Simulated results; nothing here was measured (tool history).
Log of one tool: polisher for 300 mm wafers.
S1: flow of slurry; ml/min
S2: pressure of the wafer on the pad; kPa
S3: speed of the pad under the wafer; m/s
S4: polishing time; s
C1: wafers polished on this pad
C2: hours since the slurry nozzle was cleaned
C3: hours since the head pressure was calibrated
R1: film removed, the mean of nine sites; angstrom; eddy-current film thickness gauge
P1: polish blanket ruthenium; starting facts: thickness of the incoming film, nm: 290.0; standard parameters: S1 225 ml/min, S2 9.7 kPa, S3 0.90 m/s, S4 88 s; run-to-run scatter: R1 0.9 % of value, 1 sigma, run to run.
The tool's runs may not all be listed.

run 1 hour=5.6 | S1=225 S2=9.7 S3=0.90 S4=88 | C1=309 C2=194.1 C3=496.7 | R1=661.16
run 2 hour=15.3 | S1=225 S2=9.7 S3=0.90 S4=88 | C1=429 C2=203.8 C3=506.4 | R1=657.47
run 3 hour=21.5 | S1=225 S2=9.7 S3=1.22 S4=88 | C1=506 C2=210.0 C3=512.6 | R1=894.37
run 4 hour=29.6 | S1=225 S2=15.2 S3=0.90 S4=88 | C1=607 C2=218.1 C3=520.7 | R1=1035.30
run 5 hour=39.6 | S1=225 S2=9.7 S3=0.50 S4=88 | C1=731 C2=228.1 C3=530.7 | R1=369.17
-- hour=42.2 head pressure recalibrated
run 6 hour=45.5 | S1=135 S2=9.7 S3=0.90 S4=88 | C1=804 C2=234.0 C3=3.4 | R1=620.83
run 7 hour=57.5 | S1=225 S2=9.7 S3=0.90 S4=65 | C1=953 C2=246.0 C3=15.4 | R1=489.68
-- hour=63.9 slurry nozzle cleaned
run 8 hour=65.7 | S1=225 S2=9.7 S3=0.90 S4=139 | C1=1055 C2=1.9 C3=23.6 | R1=1045.00
run 9 hour=75.9 | S1=225 S2=12.4 S3=0.52 S4=88 | C1=1181 C2=12.1 C3=33.8 | R1=496.05
run 10 hour=88.0 | S1=225 S2=9.7 S3=0.90 S4=88 | C1=1331 C2=24.2 C3=45.9 | R1=665.21
run 11 hour=94.3 | S1=225 S2=9.7 S3=0.90 S4=88 | C1=1409 C2=30.5 C3=52.2 | R1=653.02
run 12 hour=100.1 | S1=225 S2=9.7 S3=0.90 S4=88 | C1=1481 C2=36.3 C3=58.0 | R1=662.17
run 13 hour=112.1 | S1=330 S2=9.7 S3=0.90 S4=88 | C1=1630 C2=48.3 C3=70.0 | R1=682.18
run 14 hour=124.1 | S1=225 S2=4.1 S3=0.90 S4=88 | C1=1779 C2=60.3 C3=82.0 | R1=286.21
run 15 hour=132.0 | S1=225 S2=4.8 S3=0.40 S4=88 | C1=1877 C2=68.2 C3=89.9 | R1=148.67
run 16 hour=142.6 | S1=225 S2=9.7 S3=0.90 S4=88 | C1=2009 C2=78.8 C3=100.5 | R1=660.54
run 17 hour=149.5 | S1=225 S2=9.7 S3=0.90 S4=88 | C1=2094 C2=85.7 C3=107.4 | R1=647.90
run 18 hour=157.2 | S1=225 S2=9.7 S3=0.90 S4=88 | C1=2190 C2=93.4 C3=115.1 | R1=641.55
run 19 hour=167.6 | S1=225 S2=9.7 S3=0.90 S4=88 | C1=2319 C2=103.8 C3=125.5 | R1=641.51
run 20 hour=179.3 | S1=225 S2=9.7 S3=0.90 S4=88 | C1=2464 C2=115.5 C3=137.2 | R1=636.69

The next listed run, before its measurement:
run 21 hour=191.4 | S1=225 S2=9.7 S3=0.90 S4=88 | C1=2614 C2=127.6 C3=149.3 | R1=?

Logged for run 21: R1 635.97 angstrom.

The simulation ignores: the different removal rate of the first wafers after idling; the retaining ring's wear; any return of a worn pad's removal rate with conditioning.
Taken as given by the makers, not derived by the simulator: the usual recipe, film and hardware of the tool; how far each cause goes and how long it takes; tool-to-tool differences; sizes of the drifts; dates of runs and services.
